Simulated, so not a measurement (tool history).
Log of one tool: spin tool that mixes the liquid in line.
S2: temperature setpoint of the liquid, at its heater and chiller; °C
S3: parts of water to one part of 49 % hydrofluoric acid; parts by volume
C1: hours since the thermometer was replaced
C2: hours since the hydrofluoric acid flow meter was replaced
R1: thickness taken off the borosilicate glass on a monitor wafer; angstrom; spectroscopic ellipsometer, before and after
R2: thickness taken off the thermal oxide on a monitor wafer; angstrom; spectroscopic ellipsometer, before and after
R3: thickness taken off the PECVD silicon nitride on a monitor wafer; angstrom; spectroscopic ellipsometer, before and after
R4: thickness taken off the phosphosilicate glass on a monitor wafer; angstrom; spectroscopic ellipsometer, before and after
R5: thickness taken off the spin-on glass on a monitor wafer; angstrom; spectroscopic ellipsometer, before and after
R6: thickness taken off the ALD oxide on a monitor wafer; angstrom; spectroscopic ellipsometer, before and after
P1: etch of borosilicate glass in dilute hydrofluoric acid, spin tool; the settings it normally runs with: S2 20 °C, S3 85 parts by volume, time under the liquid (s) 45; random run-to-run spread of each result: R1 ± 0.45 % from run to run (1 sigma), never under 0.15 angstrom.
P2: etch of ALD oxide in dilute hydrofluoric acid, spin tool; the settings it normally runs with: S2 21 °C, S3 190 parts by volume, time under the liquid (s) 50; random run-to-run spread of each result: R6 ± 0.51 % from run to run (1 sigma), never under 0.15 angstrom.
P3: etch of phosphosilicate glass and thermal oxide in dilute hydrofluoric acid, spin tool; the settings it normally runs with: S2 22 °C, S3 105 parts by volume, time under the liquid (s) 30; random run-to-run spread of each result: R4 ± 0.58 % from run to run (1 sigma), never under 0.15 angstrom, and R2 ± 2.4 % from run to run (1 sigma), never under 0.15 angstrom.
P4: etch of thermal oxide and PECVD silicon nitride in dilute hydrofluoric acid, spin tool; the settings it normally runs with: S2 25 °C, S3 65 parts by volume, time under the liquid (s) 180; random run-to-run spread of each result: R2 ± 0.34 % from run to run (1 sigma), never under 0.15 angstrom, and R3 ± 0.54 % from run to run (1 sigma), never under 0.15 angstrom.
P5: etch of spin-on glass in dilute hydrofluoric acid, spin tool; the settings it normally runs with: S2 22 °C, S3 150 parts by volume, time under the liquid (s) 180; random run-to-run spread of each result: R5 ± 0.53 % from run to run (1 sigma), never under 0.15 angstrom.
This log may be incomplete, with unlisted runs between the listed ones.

{"run": 1, "hour": 4.2, "process that ran": "P1", "S2": 20, "S3": 85, "time under the liquid (s)": 45, "C1": 474.9, "C2": 513.6, "R1": 126.04}
{"run": 2, "hour": 6.7, "process that ran": "P1", "S2": 20, "S3": 85, "time under the liquid (s)": 85, "C1": 477.4, "C2": 516.1, "R1": 239.11}
{"run": 3, "hour": 9.0, "process that ran": "P1", "S2": 20, "S3": 35, "time under the liquid (s)": 45, "C1": 479.7, "C2": 518.4, "R1": 326.76}
{"run": 4, "hour": 12.6, "process that ran": "P1", "S2": 27, "S3": 85, "time under the liquid (s)": 45, "C1": 483.3, "C2": 522.0, "R1": 168.47}
{"run": 5, "hour": 17.2, "process that ran": "P4", "S2": 25, "S3": 65, "time under the liquid (s)": 180, "C1": 487.9, "C2": 526.6, "R2": 151.68, "R3": 53.879}
{"run": 6, "hour": 21.1, "process that ran": "P4", "S2": 25, "S3": 65, "time under the liquid (s)": 180, "C1": 491.8, "C2": 530.5, "R2": 150.73, "R3": 54.487}
{"run": 7, "hour": 24.7, "process that ran": "P3", "S2": 22, "S3": 105, "time under the liquid (s)": 60, "C1": 495.4, "C2": 534.1, "R2": 24.594, "R4": 761.86}
{"run": 8, "hour": 29.3, "process that ran": "P5", "S2": 26, "S3": 150, "time under the liquid (s)": 180, "C1": 500.0, "C2": 538.7, "R5": 397.01}
{"run": 9, "hour": 31.5, "process that ran": "P1", "S2": 20, "S3": 145, "time under the liquid (s)": 45, "C1": 502.2, "C2": 540.9, "R1": 69.237}
{"run": 10, "hour": 35.8, "process that ran": "P1", "S2": 20, "S3": 85, "time under the liquid (s)": 45, "C1": 506.5, "C2": 545.2, "R1": 127.03}
{"run": 11, "hour": 40.0, "process that ran": "P2", "S2": 17, "S3": 190, "time under the liquid (s)": 50, "C1": 510.7, "C2": 549.4, "R6": 34.424}
{"run": 12, "hour": 42.8, "process that ran": "P4", "S2": 20, "S3": 65, "time under the liquid (s)": 180, "C1": 513.5, "C2": 552.2, "R2": 123.1, "R3": 38.512}
{"run": 13, "hour": 45.1, "process that ran": "P1", "S2": 17, "S3": 85, "time under the liquid (s)": 45, "C1": 515.8, "C2": 554.5, "R1": 112.29}
{"run": 14, "hour": 49.1, "process that ran": "P1", "S2": 20, "S3": 85, "time under the liquid (s)": 45, "C1": 519.8, "C2": 558.5, "R1": 126.41}
{"run": 15, "hour": 52.5, "process that ran": "P2", "S2": 21, "S3": 190, "time under the liquid (s)": 70, "C1": 523.2, "C2": 561.9, "R6": 56.491}
{"run": 16, "hour": 55.0, "process that ran": "P1", "S2": 24, "S3": 85, "time under the liquid (s)": 20, "C1": 525.7, "C2": 564.4, "R1": 65.786}
{"run": 17, "hour": 57.4, "process that ran": "P5", "S2": 22, "S3": 150, "time under the liquid (s)": 345, "C1": 528.1, "C2": 566.8, "R5": 655.0}
{"run": 18, "hour": 60.9, "process that ran": "P5", "S2": 22, "S3": 240, "time under the liquid (s)": 180, "C1": 531.6, "C2": 570.3, "R5": 194.52}
{"run": 19, "hour": 64.4, "process that ran": "P1", "S2": 20, "S3": 85, "time under the liquid (s)": 15, "C1": 535.1, "C2": 573.8, "R1": 41.982}
{"run": 20, "hour": 66.9, "process that ran": "P2", "S2": 21, "S3": 190, "time under the liquid (s)": 50, "C1": 537.6, "C2": 576.3, "R6": 40.214}
{"run": 21, "hour": 69.7, "process that ran": "P1", "S2": 20, "S3": 30, "time under the liquid (s)": 80, "C1": 540.4, "C2": 579.1, "R1": 677.21}
{"run": 22, "hour": 73.4, "process that ran": "P2", "S2": 21, "S3": 330, "time under the liquid (s)": 50, "C1": 544.1, "C2": 582.8, "R6": 20.204}
{"run": 23, "hour": 76.5, "process that ran": "P5", "S2": 22, "S3": 150, "time under the liquid (s)": 180, "C1": 547.2, "C2": 585.9, "R5": 338.02}
{"run": 24, "hour": 79.0, "process that ran": "P2", "S2": 21, "S3": 190, "time under the liquid (s)": 50, "C1": 549.7, "C2": 588.4, "R6": 40.031}
{"run": 25, "hour": 81.0, "process that ran": "P4", "S2": 25, "S3": 25, "time under the liquid (s)": 180, "C1": 551.7, "C2": 590.4, "R2": 414.07, "R3": 137.3}
{"run": 26, "hour": 83.9, "process that ran": "P4", "S2": 25, "S3": 65, "time under the liquid (s)": 15, "C1": 554.6, "C2": 593.3, "R2": 12.454, "R3": 4.355}
{"run": 27, "hour": 87.8, "process that ran": "P3", "S2": 22, "S3": 175, "time under the liquid (s)": 30, "C1": 558.5, "C2": 597.2, "R2": 6.6902, "R4": 213.79}
{"run": 28, "hour": 91.3, "process that ran": "P3", "S2": 22, "S3": 105, "time under the liquid (s)": 30, "C1": 562.0, "C2": 600.7, "R2": 11.501, "R4": 382.75}
{"run": 29, "hour": 95.0, "process that ran": "P1", "S2": 17, "S3": 120, "time under the liquid (s)": 45, "C1": 565.7, "C2": 604.4, "R1": 76.122}
{"run": 30, "hour": 97.8, "process that ran": "P1", "S2": 20, "S3": 85, "time under the liquid (s)": 45, "C1": 568.5, "C2": 607.2, "R1": 127.14}
{"run": 31, "hour": 101.7, "process that ran": "P3", "S2": 17, "S3": 105, "time under the liquid (s)": 30, "C1": 572.4, "C2": 611.1, "R2": 9.3787, "R4": 315.26}
{"run": 32, "hour": 105.6, "process that ran": "P1", "S2": 20, "S3": 85, "time under the liquid (s)": 45, "C1": 576.3, "C2": 615.0, "R1": 127.06}
{"run": 33, "hour": 109.2, "process that ran": "P1", "S2": 20, "S3": 85, "time under the liquid (s)": 45, "C1": 579.9, "C2": 618.6, "R1": 121.91}
{"run": 34, "hour": 112.0, "process that ran": "P1", "S2": 20, "S3": 85, "time under the liquid (s)": 45, "C1": 582.7, "C2": 621.4, "R1": 120.96}
{"run": 35, "hour": 114.9, "process that ran": "P1", "S2": 20, "S3": 85, "time under the liquid (s)": 45, "C1": 585.6, "C2": 624.3, "R1": 117.33}
{"run": 36, "hour": 117.4, "process that ran": "P1", "S2": 20, "S3": 85, "time under the liquid (s)": 45, "C1": 588.1, "C2": 626.8, "R1": 118.43}
{"run": 37, "hour": 120.9, "process that ran": "P1", "S2": 20, "S3": 85, "time under the liquid (s)": 45, "C1": 591.6, "C2": 630.3, "R1": 117.52}
{"run": 38, "hour": 123.3, "process that ran": "P1", "S2": 20, "S3": 85, "time under the liquid (s)": 45, "C1": 594.0, "C2": 632.7, "R1": 116.75}
{"run": 39, "hour": 126.0, "process that ran": "P1", "S2": 20, "S3": 85, "time under the liquid (s)": 45, "C1": 596.7, "C2": 635.4, "R1": 115.04}
{"run": 40, "hour": 130.4, "process that ran": "P1", "S2": 20, "S3": 85, "time under the liquid (s)": 45, "C1": 601.1, "C2": 639.8, "R1": 115.79}
{"run": 41, "hour": 133.0, "process that ran": "P1", "S2": 20, "S3": 85, "time under the liquid (s)": 45, "C1": 603.7, "C2": 642.4, "R1": 115.24}
{"run": 42, "hour": 137.3, "process that ran": "P1", "S2": 20, "S3": 85, "time under the liquid (s)": 45, "C1": 608.0, "C2": 646.7, "R1": 113.95}
{"run": 43, "hour": 139.9, "process that ran": "P1", "S2": 20, "S3": 85, "time under the liquid (s)": 45, "C1": 610.6, "C2": 649.3, "R1": 114.75}

The output of P1 has drifted from where it used to be. Each of the 2 causes below, taken at the size shown beside it, accounts for the log equally well:
A: hydrofluoric acid flow below the setpoint (%) = 8.6
B: liquid colder than its thermometer reads (K) = 2.37
The onset of the drift is placed at about hour 105.6.

Of the 4 check runs listed below, each run on one wafer and each result written as a question mark, which would let you distinguish the listed causes because they would give clearly different results?
{"run": "check 1", "hour": 142.5, "process that ran": "P5", "S2": 22, "S3": 150, "time under the liquid (s)": 180, "R5": "?"}
{"run": "check 2", "hour": 142.5, "process that ran": "P2", "S2": 21, "S3": 190, "time under the liquid (s)": 50, "R6": "?"}
{"run": "check 3", "hour": 142.5, "process that ran": "P4", "S2": 25, "S3": 65, "time under the liquid (s)": 180, "R2": "?", "R3": "?"}
{"run": "check 4", "hour": 142.5, "process that ran": "P3", "S2": 22, "S3": 105, "time under the liquid (s)": 30, "R2": "?", "R4": "?"}

Check results expected under each cause:
check=check_1 result=R5 if_A=305.99 if_B=309.56
check=check_2 result=R6 if_A=35.814 if_B=36.380
check=check_3 result=R2 if_A=137.1200 if_B=137.3300
check=check_3 result=R3 if_A=49.448 if_B=46.094
check=check_4 result=R2 if_A=10.4120 if_B=10.4650
check=check_4 result=R4 if_A=346.01 if_B=347.75
Per-check spread between the two closest causes, in the result where they differ most: check 1 1.16 %; check 2 1.57 %; check 3 7.02 %; check 4 0.5 %
Check 3 tells the causes apart: in the others they would give nearly the same result.

After running check 3, the following was obtained: R2 136.9500 angstrom; R3 49.488 angstrom. Which cause does this point to?

A is the cause: hydrofluoric acid flow below the setpoint (%).

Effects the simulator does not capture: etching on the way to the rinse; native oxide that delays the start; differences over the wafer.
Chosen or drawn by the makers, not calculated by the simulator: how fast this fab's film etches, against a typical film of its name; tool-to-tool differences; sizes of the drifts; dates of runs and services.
